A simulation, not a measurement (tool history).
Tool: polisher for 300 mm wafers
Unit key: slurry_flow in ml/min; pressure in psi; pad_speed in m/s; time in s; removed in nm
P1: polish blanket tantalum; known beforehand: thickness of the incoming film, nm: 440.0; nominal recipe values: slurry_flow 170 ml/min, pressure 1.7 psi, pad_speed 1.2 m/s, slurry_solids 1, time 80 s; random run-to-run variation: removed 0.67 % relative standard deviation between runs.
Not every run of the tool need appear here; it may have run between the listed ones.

run  hour  slurry_flow  pressure  pad_speed  slurry_solids  time  wafers polished on this pad  hours since the slurry nozzle was cleaned  hours since the head pressure was calibrated  hours since the slurry blender was calibrated  removed
  1   2.6          170       1.7        1.2              1    80                          342                                      100.1                                         490.2                                          198.8   156.36
  2   7.5          170       1.7        1.2              1    36                          393                                        105                                         495.1                                          203.7   70.936
  3  12.9          170       2.6        1.2              1    80                          450                                      110.4                                         500.5                                          209.1   240.96
  4  16.1          170       1.7        1.2              1    80                          483                                      113.6                                         503.7                                          212.3   158.31
  5  19.7          260       1.7        1.2              1    80                          521                                      117.2                                         507.3                                          215.9   165.44
  6    23          100       1.7        1.2           1.45    80                          555                                      120.5                                         510.6                                          219.2   154.51
  7  28.5          170       1.7        1.2              1    80                          613                                        126                                         516.1                                          224.7   155.34
  8    32          170       1.7        1.2              1   126                          649                                      129.5                                         519.6                                          228.2      247
  9  36.5          100       1.7        1.2              1    80                          696                                        134                                         524.1                                          232.7   141.93
 10    40          170       1.7       0.72              1    80                          733                                      137.5                                         527.6                                          236.2   94.534
 11  45.8          170       1.7        1.2              1    80                          794                                      143.3                                         533.4                                            242   157.11
 12  49.9          170       1.7        1.2              1    80                          837                                      147.4                                         537.5                                          246.1   157.22
 13  55.6          170       1.7        1.2              1    80                          896                                      153.1                                         543.2                                          251.8   158.15
 14  61.1          105       1.7        1.2              1    37                          954                                      158.6                                         548.7                                          257.3   66.012
 15  66.3          170       1.7        1.2           0.55    80                         1008                                      163.8                                         553.9                                          262.5   126.31
     66.8  -- slurry nozzle cleaned
 16  69.4          170       2.5        1.2            0.6    80                         1040                                        2.7                                           557                                          265.6   193.66
 17  73.6          170       1.7       1.86              1    80                         1084                                        6.9                                         561.2                                          269.8   240.59
 18  78.5          170       1.7        1.2           1.25    80                         1136                                       11.8                                         566.1                                          274.7   167.17
 19  81.5          170       1.1        1.2              1    80                         1167                                       14.8                                         569.1                                          277.7   100.57
 20    86          170       1.7        1.2              1    80                         1214                                       19.3                                         573.6                                          282.2   157.31
 21  88.8          170       1.7        1.2              1    80                         1243                                       22.1                                         576.4                                            285   154.69

The next listed run, before its measurement:
 22  93.1          170       1.7        1.2              1    80                         1288                                       26.4                                         580.7                                          289.3        ?

removed: 149.1 nm
